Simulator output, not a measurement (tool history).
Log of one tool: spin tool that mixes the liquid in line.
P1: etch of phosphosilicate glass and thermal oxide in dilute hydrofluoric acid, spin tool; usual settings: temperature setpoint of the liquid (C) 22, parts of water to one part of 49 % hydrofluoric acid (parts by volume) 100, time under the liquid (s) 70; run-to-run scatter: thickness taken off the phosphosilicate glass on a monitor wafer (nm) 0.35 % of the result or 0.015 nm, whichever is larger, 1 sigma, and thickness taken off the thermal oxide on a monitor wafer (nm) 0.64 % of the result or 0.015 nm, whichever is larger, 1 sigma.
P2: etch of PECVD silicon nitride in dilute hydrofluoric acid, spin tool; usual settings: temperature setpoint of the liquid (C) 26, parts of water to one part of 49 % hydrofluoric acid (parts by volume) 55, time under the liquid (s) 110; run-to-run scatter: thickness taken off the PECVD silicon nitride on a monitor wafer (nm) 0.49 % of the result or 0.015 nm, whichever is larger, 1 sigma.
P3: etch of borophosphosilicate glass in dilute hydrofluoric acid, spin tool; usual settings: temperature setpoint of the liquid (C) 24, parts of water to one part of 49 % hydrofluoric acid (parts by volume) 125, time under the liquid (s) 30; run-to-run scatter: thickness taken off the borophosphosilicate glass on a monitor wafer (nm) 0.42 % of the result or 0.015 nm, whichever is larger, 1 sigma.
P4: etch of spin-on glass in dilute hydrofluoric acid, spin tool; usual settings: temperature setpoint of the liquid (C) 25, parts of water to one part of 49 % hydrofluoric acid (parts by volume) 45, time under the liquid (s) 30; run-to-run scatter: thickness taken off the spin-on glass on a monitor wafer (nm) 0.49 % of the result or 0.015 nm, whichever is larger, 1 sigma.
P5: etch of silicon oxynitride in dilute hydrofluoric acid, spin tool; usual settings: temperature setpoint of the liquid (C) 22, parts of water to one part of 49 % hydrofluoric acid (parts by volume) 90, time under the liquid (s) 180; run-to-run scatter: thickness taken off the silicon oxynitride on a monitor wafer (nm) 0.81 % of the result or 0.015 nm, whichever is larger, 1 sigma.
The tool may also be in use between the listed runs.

run	hour	process that ran	temperature setpoint of the liquid (C)	parts of water to one part of 49 % hydrofluoric acid (parts by volume)	time under the liquid (s)	thickness taken off the phosphosilicate glass on a monitor wafer (nm)	thickness taken off the thermal oxide on a monitor wafer (nm)	thickness taken off the spin-on glass on a monitor wafer (nm)	thickness taken off the PECVD silicon nitride on a monitor wafer (nm)	thickness taken off the borophosphosilicate glass on a monitor wafer (nm)	thickness taken off the silicon oxynitride on a monitor wafer (nm)
1	9.7	P1	22	100	70	51.939	3.1989				
2	26.7	P4	25	45	55			79.176			
3	36	P1	22	100	20	14.816	0.88725				
4	49.7	P2	26	55	110				7.7831		
5	67.3	P1	22	100	110	81.052	4.9483				
6	76.7	P3	29	125	30					18.729	
7	91.4	P3	24	125	30					15.508	
8	100.1	P3	24	125	30					15.454	
9	115.9	P1	22	160	70	30.158	1.83				
10	129.2	P4	25	45	30			43.078			
11	139.8	P1	17	145	70	27.765	1.6978				
12	147.6	P2	26	55	110				7.6754		
13	158.3	P1	22	100	70	51.711	3.1465				
14	166	P1	22	100	70	51.802	3.1427				
15	178.5	P4	25	45	30			43.327			
16	188.7	P2	30	55	110				10.008		
17	196.4	P5	28.5	90	180						3.577
18	205.8	P5	22	90	180						2.6465
19	221	P1	17	100	70	42.119	2.5576				
20	230.4	P1	22	100	70	51.717	3.1629				
21	239.8	P1	22	50	70	109.53	6.6706				
22	256.9	P2	26	100	110				4.2339		
23	272.9	P5	22	40	180						6.1279
24	289.7	P4	29.5	45	30			52.15			
25	305.6	P1	22	100	70	52.188	3.1994				
26	316.3	P2	26	55	20				1.3785		
27	325.2	P5	22	90	50						0.75022
28	341.4	P3	24	125	60					31.054	
29	357.7	P3	24	25	30					87.755	
30	366.1	P4	25	75	30			25.019			
31	378.1	P1	29	100	70	68.383	4.1986				
32	390.4	P1	22	100	70	51.73	3.1609				
33	406.7	P1	22	100	70	53.328	3.2703				
34	420.6	P1	22	100	70	54.646	3.394				
35	428.4	P1	22	100	70	55.105	3.4185				
36	436.2	P1	22	100	70	55.563	3.3906				
37	450.2	P1	22	100	70	55.576	3.4396				
38	460	P1	22	100	70	55.67	3.4296				
39	477.1	P1	22	100	70	56.006	3.4358				
40	485.5	P1	22	100	70	55.992	3.3758				

Forecast run 41:
41	495	P1	22	100	70	?	?				

Run 41 gave thickness taken off the phosphosilicate glass on a monitor wafer (nm) 56.3, thickness taken off the thermal oxide on a monitor wafer (nm) 3.4683.
